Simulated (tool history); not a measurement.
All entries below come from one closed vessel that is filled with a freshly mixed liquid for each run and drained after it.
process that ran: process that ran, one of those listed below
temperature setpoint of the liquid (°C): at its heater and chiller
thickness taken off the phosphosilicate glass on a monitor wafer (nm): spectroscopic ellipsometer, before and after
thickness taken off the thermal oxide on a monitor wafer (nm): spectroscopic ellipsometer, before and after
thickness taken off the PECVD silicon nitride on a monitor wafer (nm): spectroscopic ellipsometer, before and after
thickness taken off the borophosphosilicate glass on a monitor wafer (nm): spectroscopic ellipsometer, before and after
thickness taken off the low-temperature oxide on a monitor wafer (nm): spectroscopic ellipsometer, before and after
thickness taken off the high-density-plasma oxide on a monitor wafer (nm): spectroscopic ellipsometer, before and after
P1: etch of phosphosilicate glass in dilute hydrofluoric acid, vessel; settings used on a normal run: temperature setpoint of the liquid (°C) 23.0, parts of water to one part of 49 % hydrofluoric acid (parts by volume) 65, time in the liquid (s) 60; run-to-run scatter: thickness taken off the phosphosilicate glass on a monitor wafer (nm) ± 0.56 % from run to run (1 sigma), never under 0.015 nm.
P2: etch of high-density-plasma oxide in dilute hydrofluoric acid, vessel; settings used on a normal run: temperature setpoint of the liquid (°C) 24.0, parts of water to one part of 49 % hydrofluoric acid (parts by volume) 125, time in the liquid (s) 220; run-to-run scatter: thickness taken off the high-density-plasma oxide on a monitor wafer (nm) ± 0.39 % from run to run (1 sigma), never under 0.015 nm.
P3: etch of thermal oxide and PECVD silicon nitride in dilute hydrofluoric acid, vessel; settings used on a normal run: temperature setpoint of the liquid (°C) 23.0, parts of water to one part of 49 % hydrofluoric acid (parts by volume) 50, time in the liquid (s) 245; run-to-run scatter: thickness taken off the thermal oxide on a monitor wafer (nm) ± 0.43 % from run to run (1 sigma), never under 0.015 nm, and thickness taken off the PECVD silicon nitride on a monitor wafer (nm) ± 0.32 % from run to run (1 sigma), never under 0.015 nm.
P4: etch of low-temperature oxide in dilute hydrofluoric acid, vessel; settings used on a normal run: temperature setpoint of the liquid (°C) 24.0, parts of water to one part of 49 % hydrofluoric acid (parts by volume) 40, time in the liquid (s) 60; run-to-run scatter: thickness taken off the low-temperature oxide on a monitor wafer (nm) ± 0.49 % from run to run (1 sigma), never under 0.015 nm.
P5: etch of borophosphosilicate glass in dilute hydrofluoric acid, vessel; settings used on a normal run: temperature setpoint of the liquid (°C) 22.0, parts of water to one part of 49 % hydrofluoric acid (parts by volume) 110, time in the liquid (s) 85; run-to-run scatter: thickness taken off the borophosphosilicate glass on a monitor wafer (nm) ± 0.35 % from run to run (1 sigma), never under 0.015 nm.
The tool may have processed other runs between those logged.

run	hour	process that ran	temperature setpoint of the liquid (°C)	parts of water to one part of 49 % hydrofluoric acid (parts by volume)	time in the liquid (s)	thickness taken off the phosphosilicate glass on a monitor wafer (nm)	thickness taken off the thermal oxide on a monitor wafer (nm)	thickness taken off the PECVD silicon nitride on a monitor wafer (nm)	thickness taken off the borophosphosilicate glass on a monitor wafer (nm)	thickness taken off the low-temperature oxide on a monitor wafer (nm)	thickness taken off the high-density-plasma oxide on a monitor wafer (nm)
1	4.9	P1	23.0	65	60	109.500					
2	10.5	P3	23.0	50	245		22.8750	25.3860			
3	13.1	P5	17.0	110	85				15.8810		
4	17.7	P4	24.0	40	60					48.662	
5	20.4	P1	23.0	65	60	109.460					
6	25.2	P3	23.0	50	95		8.8944	9.7346			
7	29.8	P1	23.0	110	60	60.972					
8	34.9	P1	23.0	65	60	109.530					
9	37.6	P3	23.0	20	245		59.3640	61.1440			
10	43.0	P2	24.0	125	385						15.1600
11	46.4	P1	17.0	65	30	42.523					
12	51.5	P2	31.5	125	220						11.4590
13	54.8	P4	24.0	40	30					24.084	
14	57.6	P2	24.0	30	220						40.9710
15	61.5	P1	23.0	65	105	192.320					
16	66.9	P1	23.0	65	60	109.400					
17	72.0	P5	22.0	110	30				6.9036		
18	77.2	P1	23.0	65	60	109.510					
19	81.9	P5	22.0	190	85				10.4040		
20	86.3	P1	23.0	65	60	108.870					
21	90.7	P3	29.0	50	245		29.2580	37.6950			
22	96.1	P5	22.0	110	85				19.5810		
23	101.2	P4	24.0	65	60					28.752	
24	104.3	P1	23.0	20	60	376.380					
25	108.2	P4	18.0	40	60					37.766	
26	111.7	P3	23.0	50	245		22.8130	25.3680			
27	114.2	P1	23.0	65	30	53.917					
28	117.7	P1	27.5	65	60	131.980					
29	123.6	P2	24.0	125	220						8.6466
30	128.6	P1	17.0	65	60	85.243					
31	133.4	P1	23.0	65	60	109.260					

The next listed run, before its measurement:
32	136.8	P1	23.0	65	60	?					

{"run 32": {"thickness taken off the phosphosilicate glass on a monitor wafer (nm)": 113.14}}
